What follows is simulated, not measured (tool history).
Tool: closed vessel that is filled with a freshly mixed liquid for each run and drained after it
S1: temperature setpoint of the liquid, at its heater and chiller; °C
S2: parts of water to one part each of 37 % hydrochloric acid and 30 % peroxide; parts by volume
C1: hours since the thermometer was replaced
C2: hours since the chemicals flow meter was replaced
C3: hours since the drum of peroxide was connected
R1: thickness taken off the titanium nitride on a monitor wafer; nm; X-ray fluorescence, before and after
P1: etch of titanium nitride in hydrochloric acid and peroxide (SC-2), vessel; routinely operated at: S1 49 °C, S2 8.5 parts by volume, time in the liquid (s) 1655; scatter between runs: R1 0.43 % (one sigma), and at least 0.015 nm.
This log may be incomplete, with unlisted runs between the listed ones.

Run 1, hour 5.8: S1 49 °C, S2 8.5 parts by volume, time in the liquid (s) 1655; C1 569.9; C2 513.5; C3 540.4. Result: R1 58.253 nm.
Run 2, hour 11.5: S1 49 °C, S2 8.5 parts by volume, time in the liquid (s) 1655; C1 575.6; C2 519.2; C3 546.1. Result: R1 58.894 nm.
Run 3, hour 20.4: S1 49 °C, S2 4 parts by volume, time in the liquid (s) 1655; C1 584.5; C2 528.1; C3 555. Result: R1 102.41 nm.
Run 4, hour 24.4: S1 49 °C, S2 14.5 parts by volume, time in the liquid (s) 1655; C1 588.5; C2 532.1; C3 559. Result: R1 37.408 nm.
Run 5, hour 28.9: S1 65.5 °C, S2 8.5 parts by volume, time in the liquid (s) 1655; C1 593; C2 536.6; C3 563.5. Result: R1 168.55 nm.
Run 6, hour 34.5: S1 49 °C, S2 12.5 parts by volume, time in the liquid (s) 2830; C1 598.6; C2 542.2; C3 569.1. Result: R1 72.567 nm.
Run 7, hour 38.4: S1 49 °C, S2 8.5 parts by volume, time in the liquid (s) 1655; C1 602.5; C2 546.1; C3 573. Result: R1 58.705 nm.
Run 8, hour 46.8: S1 49 °C, S2 8.5 parts by volume, time in the liquid (s) 100; C1 610.9; C2 554.5; C3 581.4. Result: R1 3.5793 nm.
Run 9, hour 52.5: S1 49 °C, S2 4 parts by volume, time in the liquid (s) 705; C1 616.6; C2 560.2; C3 587.1. Result: R1 43.797 nm.
Run 10, hour 60.5: S1 35 °C, S2 8.5 parts by volume, time in the liquid (s) 1655; C1 624.6; C2 568.2; C3 595.1. Result: R1 22.11 nm.
Run 11, hour 68.4: S1 49 °C, S2 8.5 parts by volume, time in the liquid (s) 1655; C1 632.5; C2 576.1; C3 603. Result: R1 58.563 nm.
Run 12, hour 73.1: S1 49 °C, S2 8.5 parts by volume, time in the liquid (s) 2705; C1 637.2; C2 580.8; C3 607.7. Result: R1 95.982 nm.
Run 13, hour 78.7: S1 49 °C, S2 8.5 parts by volume, time in the liquid (s) 1655; C1 642.8; C2 586.4; C3 613.3. Result: R1 58.64 nm.
Run 14, hour 87.5: S1 49 °C, S2 8.5 parts by volume, time in the liquid (s) 1655; C1 651.6; C2 595.2; C3 622.1. Result: R1 58.582 nm.
Run 15, hour 95.1: S1 49 °C, S2 8.5 parts by volume, time in the liquid (s) 1655; C1 659.2; C2 602.8; C3 629.7. Result: R1 56.005 nm.
Run 16, hour 100.4: S1 49 °C, S2 8.5 parts by volume, time in the liquid (s) 1655; C1 664.5; C2 608.1; C3 635. Result: R1 54.707 nm.
Run 17, hour 105.6: S1 49 °C, S2 8.5 parts by volume, time in the liquid (s) 1655; C1 669.7; C2 613.3; C3 640.2. Result: R1 54.455 nm.
Run 18, hour 111.5: S1 49 °C, S2 8.5 parts by volume, time in the liquid (s) 1655; C1 675.6; C2 619.2; C3 646.1. Result: R1 54.022 nm.
At hour 112.3: new drum of peroxide connected.
Run 19, hour 115.6: S1 49 °C, S2 8.5 parts by volume, time in the liquid (s) 1655; C1 679.7; C2 623.3; C3 3.4. Result: R1 53.914 nm.
Run 20, hour 123.6: S1 49 °C, S2 8.5 parts by volume, time in the liquid (s) 1655; C1 687.7; C2 631.3; C3 11.4. Result: R1 53.641 nm.
Run 21, hour 127.9: S1 49 °C, S2 8.5 parts by volume, time in the liquid (s) 1655; C1 692; C2 635.6; C3 15.7. Result: R1 53.865 nm.

The log shows P1 creeping away from where it was. Any of the 2 causes listed here, at the size stated for it, fits the log just as well as the others:
A: chemicals flow below the setpoint (%) = 10.3
B: liquid colder than its thermometer reads (K) = 1.33
The drift started at roughly hour 87.5.
Why every other cause is out:
peroxide weaker than its label (%): serviced after onset, at hour 112.3, with no recovery of the prior output

4 check runs are offered, each on 2 wafers whose results are averaged, their results left as question marks. Which one tells the causes apart?
Run check 1, hour 132.2: S1 37 °C, S2 4 parts by volume, time in the liquid (s) 1655. Result: R1 ?.
Run check 2, hour 132.2: S1 49 °C, S2 14 parts by volume, time in the liquid (s) 1655. Result: R1 ?.
Run check 3, hour 132.2: S1 57.5 °C, S2 8.5 parts by volume, time in the liquid (s) 2560. Result: R1 ?.
Run check 4, hour 132.2: S1 63 °C, S2 8.5 parts by volume, time in the liquid (s) 125. Result: R1 ?.

Check results expected under each cause:
  check  result    if A    if B
check 1      R1  41.395  40.455
check 2      R1  35.041  35.258
check 3      R1  144.96  145.51
check 4      R1  9.9894  10.056
Minimum pairwise separation of causes per check, each pair taken at its best-separating result: check 1 2.3 %; check 2 0.62 %; check 3 0.38 %; check 4 0.66 %
Only check 1 tells the causes apart: in the others they would give nearly the same result.

After running check 1, the following was obtained: R1 40.397 nm. Which cause does this point to?

Of the candidate causes, it is B: liquid colder than its thermometer reads (K).
